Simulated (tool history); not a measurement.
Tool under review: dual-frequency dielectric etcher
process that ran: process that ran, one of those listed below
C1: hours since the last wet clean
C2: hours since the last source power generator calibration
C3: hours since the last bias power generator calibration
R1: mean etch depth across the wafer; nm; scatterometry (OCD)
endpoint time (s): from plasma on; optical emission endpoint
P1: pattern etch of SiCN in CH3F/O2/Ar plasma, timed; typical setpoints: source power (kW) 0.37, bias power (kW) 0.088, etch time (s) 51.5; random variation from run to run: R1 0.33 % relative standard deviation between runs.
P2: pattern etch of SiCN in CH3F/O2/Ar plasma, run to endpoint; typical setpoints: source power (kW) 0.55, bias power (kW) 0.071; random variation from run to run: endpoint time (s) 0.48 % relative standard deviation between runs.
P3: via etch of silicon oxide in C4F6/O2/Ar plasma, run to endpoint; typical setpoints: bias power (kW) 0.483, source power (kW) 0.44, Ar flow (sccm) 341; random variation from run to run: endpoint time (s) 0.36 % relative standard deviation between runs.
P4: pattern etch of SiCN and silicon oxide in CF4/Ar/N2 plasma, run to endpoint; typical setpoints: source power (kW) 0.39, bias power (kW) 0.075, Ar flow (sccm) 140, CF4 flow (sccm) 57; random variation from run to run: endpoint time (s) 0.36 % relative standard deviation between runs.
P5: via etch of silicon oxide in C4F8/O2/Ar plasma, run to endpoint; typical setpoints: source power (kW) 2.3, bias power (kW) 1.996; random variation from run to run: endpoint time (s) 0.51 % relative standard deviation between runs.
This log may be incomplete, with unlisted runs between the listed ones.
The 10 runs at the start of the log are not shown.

{"run": 11, "day": 4.529, "process that ran": "P1", "source power (kW)": 0.29, "bias power (kW)": 0.088, "etch time (s)": 51.5, "C1": 218.6, "C2": 1062.2, "C3": 1150.5, "R1": 18.17}
{"run": 12, "day": 5.121, "process that ran": "P1", "source power (kW)": 0.37, "bias power (kW)": 0.088, "etch time (s)": 69, "C1": 232.8, "C2": 1076.4, "C3": 1164.7, "R1": 26.725}
{"run": 13, "day": 5.417, "process that ran": "P1", "source power (kW)": 0.37, "bias power (kW)": 0.106, "etch time (s)": 51.5, "C1": 239.9, "C2": 1083.5, "C3": 1171.8, "R1": 21.332}
{"run": 14, "day": 5.775, "process that ran": "P4", "source power (kW)": 0.39, "bias power (kW)": 0.075, "Ar flow (sccm)": 104, "CF4 flow (sccm)": 57, "C1": 248.5, "C2": 1092.1, "C3": 1180.4, "endpoint time (s)": 20.08}
{"run": 15, "day": 6.179, "process that ran": "P4", "source power (kW)": 0.39, "bias power (kW)": 0.075, "Ar flow (sccm)": 140, "CF4 flow (sccm)": 44, "C1": 258.2, "C2": 1101.8, "C3": 1190.1, "endpoint time (s)": 21.855}
{"run": 16, "day": 6.521, "process that ran": "P3", "source power (kW)": 0.44, "bias power (kW)": 0.483, "Ar flow (sccm)": 341, "C1": 266.4, "C2": 1110, "C3": 1198.3, "endpoint time (s)": 32.28}
{"run": 17, "day": 7.046, "process that ran": "P1", "source power (kW)": 0.48, "bias power (kW)": 0.088, "etch time (s)": 51.5, "C1": 279, "C2": 1122.6, "C3": 1210.9, "R1": 21.962}
{"run": 18, "day": 7.45, "process that ran": "P1", "source power (kW)": 0.37, "bias power (kW)": 0.064, "etch time (s)": 51.5, "C1": 288.7, "C2": 1132.3, "C3": 1220.6, "R1": 17.706}
{"run": 19, "day": 7.988, "process that ran": "P2", "source power (kW)": 0.55, "bias power (kW)": 0.099, "C1": 301.6, "C2": 1145.2, "C3": 1233.5, "endpoint time (s)": 16.62}
{"run": 20, "day": 8.592, "process that ran": "P1", "source power (kW)": 0.37, "bias power (kW)": 0.088, "etch time (s)": 51.5, "C1": 316.1, "C2": 1159.7, "C3": 1248, "R1": 19.918}
{"run": 21, "day": 9.025, "process that ran": "P3", "source power (kW)": 0.53, "bias power (kW)": 0.483, "Ar flow (sccm)": 341, "C1": 326.5, "C2": 1170.1, "C3": 1258.4, "endpoint time (s)": 30.306}
{"run": 22, "day": 9.333, "process that ran": "P4", "source power (kW)": 0.39, "bias power (kW)": 0.09, "Ar flow (sccm)": 140, "CF4 flow (sccm)": 57, "C1": 333.9, "C2": 1177.5, "C3": 1265.8, "endpoint time (s)": 19.547}
{"run": 23, "day": 9.829, "process that ran": "P1", "source power (kW)": 0.27, "bias power (kW)": 0.059, "etch time (s)": 51.5, "C1": 345.8, "C2": 1189.4, "C3": 1277.7, "R1": 15.296}
{"run": 24, "day": 10.258, "process that ran": "P3", "source power (kW)": 0.44, "bias power (kW)": 0.365, "Ar flow (sccm)": 341, "C1": 356.1, "C2": 1199.7, "C3": 1288, "endpoint time (s)": 35.716}
{"day": 10.429, "done": "source power generator calibrated"}
{"run": 25, "day": 10.562, "process that ran": "P4", "source power (kW)": 0.39, "bias power (kW)": 0.075, "Ar flow (sccm)": 140, "CF4 flow (sccm)": 57, "C1": 363.4, "C2": 3.2, "C3": 1295.3, "endpoint time (s)": 21.001}
{"run": 26, "day": 11.017, "process that ran": "P1", "source power (kW)": 0.37, "bias power (kW)": 0.088, "etch time (s)": 51.5, "C1": 374.3, "C2": 14.1, "C3": 1306.2, "R1": 19.821}

What will run 27 give?
{"run": 27, "day": 11.458, "process that ran": "P1", "source power (kW)": 0.37, "bias power (kW)": 0.088, "etch time (s)": 51.5, "C1": 384.9, "C2": 24.7, "C3": 1316.8, "R1": "?"}

{"run 27": {"R1": 19.824}}
